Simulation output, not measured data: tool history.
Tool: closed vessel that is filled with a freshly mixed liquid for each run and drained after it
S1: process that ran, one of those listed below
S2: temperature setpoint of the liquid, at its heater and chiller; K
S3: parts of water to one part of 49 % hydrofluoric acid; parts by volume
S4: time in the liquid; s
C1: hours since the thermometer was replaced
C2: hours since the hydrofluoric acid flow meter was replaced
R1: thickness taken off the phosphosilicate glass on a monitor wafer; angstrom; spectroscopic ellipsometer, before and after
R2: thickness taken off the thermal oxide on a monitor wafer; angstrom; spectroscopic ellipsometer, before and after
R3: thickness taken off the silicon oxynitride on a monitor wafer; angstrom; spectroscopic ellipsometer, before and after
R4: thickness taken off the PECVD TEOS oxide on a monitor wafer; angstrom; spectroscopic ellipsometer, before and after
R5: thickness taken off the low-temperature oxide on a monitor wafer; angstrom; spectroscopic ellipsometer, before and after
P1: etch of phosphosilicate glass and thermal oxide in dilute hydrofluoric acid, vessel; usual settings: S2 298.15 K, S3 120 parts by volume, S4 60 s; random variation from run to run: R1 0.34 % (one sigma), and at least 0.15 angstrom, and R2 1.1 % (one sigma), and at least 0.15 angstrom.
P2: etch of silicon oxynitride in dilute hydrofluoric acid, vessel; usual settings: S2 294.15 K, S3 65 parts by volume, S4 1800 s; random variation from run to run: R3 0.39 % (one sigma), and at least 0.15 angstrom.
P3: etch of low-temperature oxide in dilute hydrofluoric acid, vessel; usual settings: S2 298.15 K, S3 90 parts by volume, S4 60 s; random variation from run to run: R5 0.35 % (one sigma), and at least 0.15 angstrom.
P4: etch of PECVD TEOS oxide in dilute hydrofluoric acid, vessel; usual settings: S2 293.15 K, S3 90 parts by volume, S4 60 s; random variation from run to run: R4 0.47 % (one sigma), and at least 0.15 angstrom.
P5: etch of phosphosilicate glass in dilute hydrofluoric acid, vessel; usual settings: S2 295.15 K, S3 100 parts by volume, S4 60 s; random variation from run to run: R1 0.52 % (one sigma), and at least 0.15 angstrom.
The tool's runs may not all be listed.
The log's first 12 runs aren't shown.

| run | hour | S1 | S2 | S3 | S4 | C1 | C2 | R1 | R2 | R3 | R4 | R5 |
|---|---|---|---|---|---|---|---|---|---|---|---|---|
| 13 | 59.9 | P3 | 298.15 | 90 | 95 | 419.9 | 1457.0 |  |  |  |  | 387.97 |
| 14 | 63.4 | P2 | 294.15 | 65 | 30 | 423.4 | 1460.5 |  |  | 8.3467 |  |  |
| 15 | 69.2 | P3 | 298.15 | 140 | 60 | 429.2 | 1466.3 |  |  |  |  | 147.97 |
| 16 | 72.3 | P1 | 293.15 | 120 | 35 | 432.3 | 1469.4 | 212.47 | 12.094 |  |  |  |
| 17 | 78.0 | P2 | 294.15 | 65 | 1800 | 438.0 | 1475.1 |  |  | 490.4000 |  |  |
| 18 | 81.1 | P1 | 294.65 | 120 | 95 | 441.1 | 1478.2 | 612.37 | 34.432 |  |  |  |
| 19 | 84.3 | P4 | 290.15 | 90 | 60 | 444.3 | 1481.4 |  |  |  | 130.44 |  |
| 20 | 90.4 | P5 | 295.15 | 100 | 105 | 450.4 | 1487.5 | 594.70 |  |  |  |  |
| 21 | 96.5 | P5 | 295.15 | 100 | 60 | 456.5 | 1493.6 | 340.58 |  |  |  |  |

Forecast run 22:
| 22 | 102.7 | P1 | 298.15 | 25 | 60 | 462.7 | 1499.8 | ? | ? |  |  |  |

Run 22 gave R1 2421.30 angstrom, R2 137.600 angstrom.
